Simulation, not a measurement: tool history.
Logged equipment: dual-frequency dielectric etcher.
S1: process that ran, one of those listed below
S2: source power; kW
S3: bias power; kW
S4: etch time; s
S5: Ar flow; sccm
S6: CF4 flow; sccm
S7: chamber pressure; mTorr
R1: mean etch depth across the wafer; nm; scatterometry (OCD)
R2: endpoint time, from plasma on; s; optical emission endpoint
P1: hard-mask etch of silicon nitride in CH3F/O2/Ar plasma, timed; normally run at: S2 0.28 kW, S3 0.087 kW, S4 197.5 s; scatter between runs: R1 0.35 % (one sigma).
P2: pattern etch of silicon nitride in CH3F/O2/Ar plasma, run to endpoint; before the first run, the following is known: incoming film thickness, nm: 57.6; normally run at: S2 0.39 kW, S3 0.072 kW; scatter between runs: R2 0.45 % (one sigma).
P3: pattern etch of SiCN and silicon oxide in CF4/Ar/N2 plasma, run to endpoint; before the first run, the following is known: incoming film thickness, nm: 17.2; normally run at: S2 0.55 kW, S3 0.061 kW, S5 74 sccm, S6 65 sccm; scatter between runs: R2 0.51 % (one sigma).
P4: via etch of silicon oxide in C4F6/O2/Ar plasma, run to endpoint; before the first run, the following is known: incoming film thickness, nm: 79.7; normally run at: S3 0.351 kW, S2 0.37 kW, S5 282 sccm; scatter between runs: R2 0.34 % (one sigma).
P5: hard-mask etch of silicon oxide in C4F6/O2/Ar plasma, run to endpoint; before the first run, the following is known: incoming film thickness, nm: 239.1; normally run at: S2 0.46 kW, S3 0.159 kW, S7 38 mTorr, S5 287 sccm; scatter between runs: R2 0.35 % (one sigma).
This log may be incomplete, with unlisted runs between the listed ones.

Run 1, day 0.346: S1 P1, S2 0.28 kW, S3 0.087 kW, S4 197.5 s. Result: R1 131.41 nm.
Run 2, day 0.658: S1 P3, S2 0.55 kW, S3 0.061 kW, S5 74 sccm, S6 65 sccm. Result: R2 17.256 s.
Run 3, day 0.992: S1 P5, S2 0.31 kW, S3 0.159 kW, S5 287 sccm, S7 38 mTorr. Result: R2 88.734 s.
Run 4, day 1.208: S1 P2, S2 0.39 kW, S3 0.072 kW. Result: R2 84.312 s.
At day 1.512: wet clean of the chamber.
Run 5, day 1.517: S1 P1, S2 0.28 kW, S3 0.087 kW, S4 197.5 s. Result: R1 131.53 nm.
Run 6, day 1.75: S1 P1, S2 0.28 kW, S3 0.087 kW, S4 197.5 s. Result: R1 131.54 nm.
Run 7, day 2.083: S1 P5, S2 0.46 kW, S3 0.159 kW, S5 287 sccm, S7 51.5 mTorr. Result: R2 78.777 s.
Run 8, day 2.467: S1 P1, S2 0.37 kW, S3 0.087 kW, S4 197.5 s. Result: R1 145.63 nm.
Run 9, day 2.696: S1 P1, S2 0.28 kW, S3 0.087 kW, S4 197.5 s. Result: R1 130.61 nm.
Run 10, day 3.104: S1 P4, S2 0.37 kW, S3 0.351 kW, S5 215 sccm. Result: R2 19.419 s.
Run 11, day 3.438: S1 P4, S2 0.37 kW, S3 0.43 kW, S5 282 sccm. Result: R2 18.579 s.
Run 12, day 3.658: S1 P5, S2 0.46 kW, S3 0.159 kW, S5 287 sccm, S7 38 mTorr. Result: R2 75.958 s.
Run 13, day 3.933: S1 P2, S2 0.51 kW, S3 0.072 kW. Result: R2 76.977 s.
Run 14, day 4.179: S1 P3, S2 0.55 kW, S3 0.061 kW, S5 74 sccm, S6 44 sccm. Result: R2 18.233 s.
Run 15, day 4.542: S1 P1, S2 0.28 kW, S3 0.058 kW, S4 197.5 s. Result: R1 113.99 nm.
Run 16, day 4.9: S1 P3, S2 0.41 kW, S3 0.061 kW, S5 74 sccm, S6 65 sccm. Result: R2 22.38 s.
Run 17, day 5.204: S1 P1, S2 0.28 kW, S3 0.054 kW, S4 112 s. Result: R1 62.862 nm.
Run 18, day 5.483: S1 P4, S2 0.37 kW, S3 0.351 kW, S5 282 sccm. Result: R2 20.053 s.
Run 19, day 5.704: S1 P1, S2 0.28 kW, S3 0.087 kW, S4 146.5 s. Result: R1 97.316 nm.
At day 5.775: bias power generator calibrated.
Run 20, day 6.138: S1 P5, S2 0.46 kW, S3 0.118 kW, S5 287 sccm, S7 38 mTorr. Result: R2 83.145 s.

What will run 21 give?
Run 21, day 6.575: S1 P1, S2 0.28 kW, S3 0.087 kW, S4 197.5 s. Result: R1 ?.

R1: 131.48 nm
